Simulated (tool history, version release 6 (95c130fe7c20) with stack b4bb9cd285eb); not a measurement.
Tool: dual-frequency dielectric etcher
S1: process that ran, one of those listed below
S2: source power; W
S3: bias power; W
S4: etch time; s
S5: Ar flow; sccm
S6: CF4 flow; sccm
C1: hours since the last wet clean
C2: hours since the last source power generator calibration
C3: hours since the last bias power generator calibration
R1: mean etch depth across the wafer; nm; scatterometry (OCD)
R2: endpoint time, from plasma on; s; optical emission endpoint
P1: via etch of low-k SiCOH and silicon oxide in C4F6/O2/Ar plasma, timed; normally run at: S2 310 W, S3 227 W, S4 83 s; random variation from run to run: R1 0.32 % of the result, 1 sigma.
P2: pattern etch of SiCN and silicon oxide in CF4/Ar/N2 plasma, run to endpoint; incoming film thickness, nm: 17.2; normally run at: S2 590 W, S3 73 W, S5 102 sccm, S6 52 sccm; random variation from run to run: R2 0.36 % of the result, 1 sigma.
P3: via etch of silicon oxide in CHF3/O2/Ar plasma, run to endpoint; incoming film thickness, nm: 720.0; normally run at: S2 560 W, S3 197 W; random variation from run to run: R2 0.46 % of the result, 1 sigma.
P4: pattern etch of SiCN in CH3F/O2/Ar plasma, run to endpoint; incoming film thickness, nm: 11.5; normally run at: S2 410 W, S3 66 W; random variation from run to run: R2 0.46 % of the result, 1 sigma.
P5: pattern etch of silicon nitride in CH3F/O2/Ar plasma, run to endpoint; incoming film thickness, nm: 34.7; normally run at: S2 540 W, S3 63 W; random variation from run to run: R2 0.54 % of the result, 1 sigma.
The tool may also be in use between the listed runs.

| run | hour | S1 | S2 | S3 | S4 | S5 | S6 | C1 | C2 | C3 | R1 | R2 |
|---|---|---|---|---|---|---|---|---|---|---|---|---|
| 1 | 7.6 | P1 | 310 | 227 | 83 |  |  | 156.2 | 3301.6 | 528.2 | 217.54 |  |
| 2 | 18 | P1 | 310 | 227 | 45.5 |  |  | 166.6 | 3312 | 538.6 | 119.2 |  |
| 3 | 34.9 | P1 | 390 | 227 | 83 |  |  | 183.5 | 3328.9 | 555.5 | 237.13 |  |
| 4 | 50.8 | P1 | 310 | 150 | 83 |  |  | 199.4 | 3344.8 | 571.4 | 191 |  |
| 5 | 66.6 | P2 | 590 | 73 |  | 124 | 52 | 215.2 | 3360.6 | 587.2 |  | 17.263 |
| 6 | 82.4 | P2 | 590 | 73 |  | 102 | 52 | 231 | 3376.4 | 603 |  | 16.683 |
| 7 | 94.3 | P5 | 540 | 42 |  |  |  | 242.9 | 3388.3 | 614.9 |  | 52.262 |
| 8 | 109.2 | P4 | 410 | 66 |  |  |  | 257.8 | 3403.2 | 629.8 |  | 31.96 |
| 9 | 121.7 | P5 | 540 | 63 |  |  |  | 270.3 | 3415.7 | 642.3 |  | 46.81 |
| 10 | 133.9 | P1 | 310 | 227 | 83 |  |  | 282.5 | 3427.9 | 654.5 | 218.26 |  |
| 11 | 142.8 | P2 | 590 | 73 |  | 102 | 32 | 291.4 | 3436.8 | 663.4 |  | 18.183 |
|  | 144.8 | source power generator calibrated |
| 12 | 157 | P5 | 540 | 63 |  |  |  | 305.6 | 12.3 | 677.6 |  | 46.65 |
| 13 | 169.1 | P1 | 240 | 227 | 83 |  |  | 317.7 | 24.4 | 689.7 | 198.15 |  |
| 14 | 182.1 | P4 | 410 | 50 |  |  |  | 330.7 | 37.4 | 702.7 |  | 34.955 |
| 15 | 192.8 | P1 | 310 | 227 | 83 |  |  | 341.4 | 48.1 | 713.4 | 218.74 |  |
| 16 | 202.3 | P4 | 410 | 66 |  |  |  | 350.9 | 57.6 | 722.9 |  | 31.964 |
| 17 | 219.1 | P3 | 560 | 261 |  |  |  | 367.7 | 74.4 | 739.7 |  | 322.21 |
| 18 | 230.7 | P3 | 780 | 197 |  |  |  | 379.3 | 86 | 751.3 |  | 312.1 |
| 19 | 247.7 | P3 | 560 | 197 |  |  |  | 396.3 | 103 | 768.3 |  | 354.22 |
| 20 | 256.8 | P4 | 570 | 66 |  |  |  | 405.4 | 112.1 | 777.4 |  | 27.935 |
| 21 | 265 | P5 | 370 | 63 |  |  |  | 413.6 | 120.3 | 785.6 |  | 53.784 |
| 22 | 278.6 | P1 | 390 | 301 | 83 |  |  | 427.2 | 133.9 | 799.2 | 261.54 |  |
| 23 | 290 | P2 | 590 | 73 |  | 102 | 52 | 438.6 | 145.3 | 810.6 |  | 16.791 |
| 24 | 306.1 | P1 | 310 | 285 | 83 |  |  | 454.7 | 161.4 | 826.7 | 234.41 |  |
| 25 | 316.9 | P1 | 310 | 272 | 110.5 |  |  | 465.5 | 172.2 | 837.5 | 309.04 |  |
| 26 | 324.8 | P2 | 590 | 88 |  | 102 | 52 | 473.4 | 180.1 | 845.4 |  | 15.702 |
| 27 | 338.9 | P1 | 310 | 227 | 83 |  |  | 487.5 | 194.2 | 859.5 | 218.75 |  |
| 28 | 354.1 | P1 | 310 | 227 | 83 |  |  | 502.7 | 209.4 | 874.7 | 219.2 |  |
| 29 | 363 | P2 | 390 | 73 |  | 102 | 52 | 511.6 | 218.3 | 883.6 |  | 24.026 |
| 30 | 372.2 | P1 | 310 | 227 | 123 |  |  | 520.8 | 227.5 | 892.8 | 322.01 |  |
| 31 | 386.7 | P1 | 310 | 227 | 83 |  |  | 535.3 | 242 | 907.3 | 217.65 |  |
| 32 | 394.4 | P1 | 310 | 227 | 83 |  |  | 543 | 249.7 | 915 | 216.95 |  |
| 33 | 411.2 | P1 | 310 | 227 | 83 |  |  | 559.8 | 266.5 | 931.8 | 215.06 |  |
| 34 | 425.4 | P1 | 310 | 227 | 83 |  |  | 574 | 280.7 | 946 | 214.06 |  |
|  | 430.4 | wet clean of the chamber |
| 35 | 439 | P1 | 310 | 227 | 83 |  |  | 8.6 | 294.3 | 959.6 | 214.71 |  |
| 36 | 452.5 | P1 | 310 | 227 | 83 |  |  | 22.1 | 307.8 | 973.1 | 214.42 |  |
| 37 | 467.8 | P1 | 310 | 227 | 83 |  |  | 37.4 | 323.1 | 988.4 | 213.53 |  |

What P1 gives has crept away from where it was. These 2 causes fit the log equally well, each at the size given:
A: source power that arrives under what is set, % = 4.15
B: bias power that arrives under what is set, % = 4.72
The creep began at about hour 386.7.
Why every other cause is out:
chamber walls in a state that lowers the etch rate, %: serviced at hour 430.4, which brought nothing back

4 check runs are offered, each on 2 wafers whose results are averaged, their results left as question marks. Which one tells the causes apart?
| check 1 | 483.1 | P3 | 560 | 197 |  |  |  |  |  |  |  | ? |
| check 2 | 483.1 | P2 | 590 | 73 |  | 102 | 52 |  |  |  |  | ? |
| check 3 | 483.1 | P5 | 540 | 63 |  |  |  |  |  |  |  | ? |
| check 4 | 483.1 | P4 | 410 | 66 |  |  |  |  |  |  |  | ? |

What each check would give under each cause:
| check | result | if A | if B |
|---|---|---|---|
| check 1 | R2 | 360.82 | 360.98 |
| check 2 | R2 | 17.4 | 17.047 |
| check 3 | R2 | 47.492 | 47.455 |
| check 4 | R2 | 32.391 | 32.411 |
How far apart the two closest causes lie, in the result that separates them most: check 1 0.04 %; check 2 2.04 %; check 3 0.08 %; check 4 0.06 %
Check 2 tells the causes apart: in the others they would give nearly the same result.

Then check 2 was run and gave: R2 17.379 s. Which cause is it?

It is A: source power that arrives under what is set, %.
